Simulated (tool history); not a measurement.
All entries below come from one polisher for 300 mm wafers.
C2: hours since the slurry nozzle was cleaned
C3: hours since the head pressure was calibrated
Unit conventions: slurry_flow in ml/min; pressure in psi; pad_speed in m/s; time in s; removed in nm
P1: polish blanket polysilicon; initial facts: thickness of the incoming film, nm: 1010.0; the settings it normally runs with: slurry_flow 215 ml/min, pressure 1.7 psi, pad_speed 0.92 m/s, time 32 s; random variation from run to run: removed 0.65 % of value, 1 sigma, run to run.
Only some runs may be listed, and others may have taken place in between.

Run 1, hour 3.5: slurry_flow 215 ml/min, pressure 1.7 psi, pad_speed 0.92 m/s, time 32 s; wafers polished on this pad 277; C2 181.5; C3 167.9. Result: removed 149.750 nm.
Run 2, hour 7.5: slurry_flow 215 ml/min, pressure 1.7 psi, pad_speed 0.92 m/s, time 32 s; wafers polished on this pad 335; C2 185.5; C3 171.9. Result: removed 149.050 nm.
Run 3, hour 11.7: slurry_flow 130 ml/min, pressure 1.7 psi, pad_speed 0.92 m/s, time 32 s; wafers polished on this pad 395; C2 189.7; C3 176.1. Result: removed 136.150 nm.
Run 4, hour 16.8: slurry_flow 215 ml/min, pressure 1.7 psi, pad_speed 0.92 m/s, time 32 s; wafers polished on this pad 468; C2 194.8; C3 181.2. Result: removed 147.510 nm.
Run 5, hour 24.1: slurry_flow 215 ml/min, pressure 1.7 psi, pad_speed 0.46 m/s, time 32 s; wafers polished on this pad 573; C2 202.1; C3 188.5. Result: removed 73.598 nm.
Run 6, hour 29.4: slurry_flow 130 ml/min, pressure 1.7 psi, pad_speed 0.54 m/s, time 32 s; wafers polished on this pad 649; C2 207.4; C3 193.8. Result: removed 80.794 nm.
Run 7, hour 34.4: slurry_flow 215 ml/min, pressure 0.8 psi, pad_speed 0.92 m/s, time 32 s; wafers polished on this pad 721; C2 212.4; C3 198.8. Result: removed 69.657 nm.
Run 8, hour 39.1: slurry_flow 300 ml/min, pressure 1.7 psi, pad_speed 0.92 m/s, time 32 s; wafers polished on this pad 788; C2 217.1; C3 203.5. Result: removed 152.740 nm.
At hour 40.5: slurry nozzle cleaned.
Run 9, hour 43.2: slurry_flow 215 ml/min, pressure 1.7 psi, pad_speed 0.92 m/s, time 32 s; wafers polished on this pad 847; C2 2.7; C3 207.6. Result: removed 146.700 nm.
Run 10, hour 49.1: slurry_flow 215 ml/min, pressure 1.2 psi, pad_speed 1.18 m/s, time 32 s; wafers polished on this pad 932; C2 8.6; C3 213.5. Result: removed 132.660 nm.
Run 11, hour 55.8: slurry_flow 215 ml/min, pressure 1.7 psi, pad_speed 0.92 m/s, time 18 s; wafers polished on this pad 1028; C2 15.3; C3 220.2. Result: removed 81.562 nm.
Run 12, hour 59.6: slurry_flow 215 ml/min, pressure 2.5 psi, pad_speed 0.92 m/s, time 32 s; wafers polished on this pad 1083; C2 19.1; C3 224.0. Result: removed 216.700 nm.
Run 13, hour 64.5: slurry_flow 215 ml/min, pressure 1.7 psi, pad_speed 0.92 m/s, time 43 s; wafers polished on this pad 1153; C2 24.0; C3 228.9. Result: removed 199.180 nm.
Run 14, hour 71.0: slurry_flow 215 ml/min, pressure 1.7 psi, pad_speed 1.36 m/s, time 32 s; wafers polished on this pad 1246; C2 30.5; C3 235.4. Result: removed 218.640 nm.
Run 15, hour 75.4: slurry_flow 215 ml/min, pressure 1.7 psi, pad_speed 0.92 m/s, time 32 s; wafers polished on this pad 1309; C2 34.9; C3 239.8. Result: removed 147.770 nm.
Run 16, hour 81.0: slurry_flow 215 ml/min, pressure 1.7 psi, pad_speed 0.92 m/s, time 32 s; wafers polished on this pad 1390; C2 40.5; C3 245.4. Result: removed 145.200 nm.
Run 17, hour 86.2: slurry_flow 215 ml/min, pressure 1.7 psi, pad_speed 0.92 m/s, time 32 s; wafers polished on this pad 1464; C2 45.7; C3 250.6. Result: removed 143.990 nm.
Run 18, hour 92.3: slurry_flow 215 ml/min, pressure 1.7 psi, pad_speed 0.92 m/s, time 32 s; wafers polished on this pad 1552; C2 51.8; C3 256.7. Result: removed 141.740 nm.
At hour 98.1: head pressure recalibrated.
Run 19, hour 98.2: slurry_flow 215 ml/min, pressure 1.7 psi, pad_speed 0.92 m/s, time 32 s; wafers polished on this pad 1637; C2 57.7; C3 0.1. Result: removed 142.960 nm.
Run 20, hour 103.1: slurry_flow 215 ml/min, pressure 1.7 psi, pad_speed 0.92 m/s, time 32 s; wafers polished on this pad 1707; C2 62.6; C3 5.0. Result: removed 140.830 nm.
Run 21, hour 110.6: slurry_flow 215 ml/min, pressure 1.7 psi, pad_speed 0.92 m/s, time 32 s; wafers polished on this pad 1815; C2 70.1; C3 12.5. Result: removed 140.570 nm.
Run 22, hour 116.8: slurry_flow 215 ml/min, pressure 1.7 psi, pad_speed 0.92 m/s, time 32 s; wafers polished on this pad 1904; C2 76.3; C3 18.7. Result: removed 140.730 nm.
Run 23, hour 123.3: slurry_flow 215 ml/min, pressure 1.7 psi, pad_speed 0.92 m/s, time 32 s; wafers polished on this pad 1997; C2 82.8; C3 25.2. Result: removed 140.480 nm.
Run 24, hour 128.4: slurry_flow 215 ml/min, pressure 1.7 psi, pad_speed 0.92 m/s, time 32 s; wafers polished on this pad 2070; C2 87.9; C3 30.3. Result: removed 141.680 nm.

The log shows P1 creeping away from where it was. Any of the 2 causes listed here, at the size stated for it, fits the log just as well as the others:
A: removal rate lost through wear of the pad, % = 5.06
B: slurry flow missing at the pad, % = 29.8
At approximately hour 75.4, the process output began to creep.
All other causes, with the reason each is excluded:
head's pressure below its setpoint, %: maintenance at hour 98.1, after the shift began, did not return the process to its former output

The 4 check runs listed below each average the results of 3 wafers, and their outcomes are marked with question marks. Under which run would the listed causes produce clearly different results?
Run check 1, hour 133.5: slurry_flow 215 ml/min, pressure 1.1 psi, pad_speed 0.92 m/s, time 18 s. Result: removed ?.
Run check 2, hour 133.5: slurry_flow 215 ml/min, pressure 2.1 psi, pad_speed 0.92 m/s, time 32 s. Result: removed ?.
Run check 3, hour 133.5: slurry_flow 130 ml/min, pressure 1.7 psi, pad_speed 0.92 m/s, time 32 s. Result: removed ?.
Run check 4, hour 133.5: slurry_flow 215 ml/min, pressure 1.7 psi, pad_speed 0.58 m/s, time 32 s. Result: removed ?.

Check results expected under each cause:
  check   result     if A     if B
check 1  removed   51.092   51.095
check 2  removed  173.400  173.410
check 3  removed  129.660  125.790
check 4  removed   88.496   88.501
Separation of the two closest causes in each check, using whichever result separates them best: check 1 0.01 %; check 2 0.01 %; check 3 3.03 %; check 4 0.01 %
Check 3 tells the causes apart: in the others they would give nearly the same result.

Check 3 has now been run. It gave: removed 130.000 nm. Which of the candidate causes is it?

A is the cause: removal rate lost through wear of the pad, %.
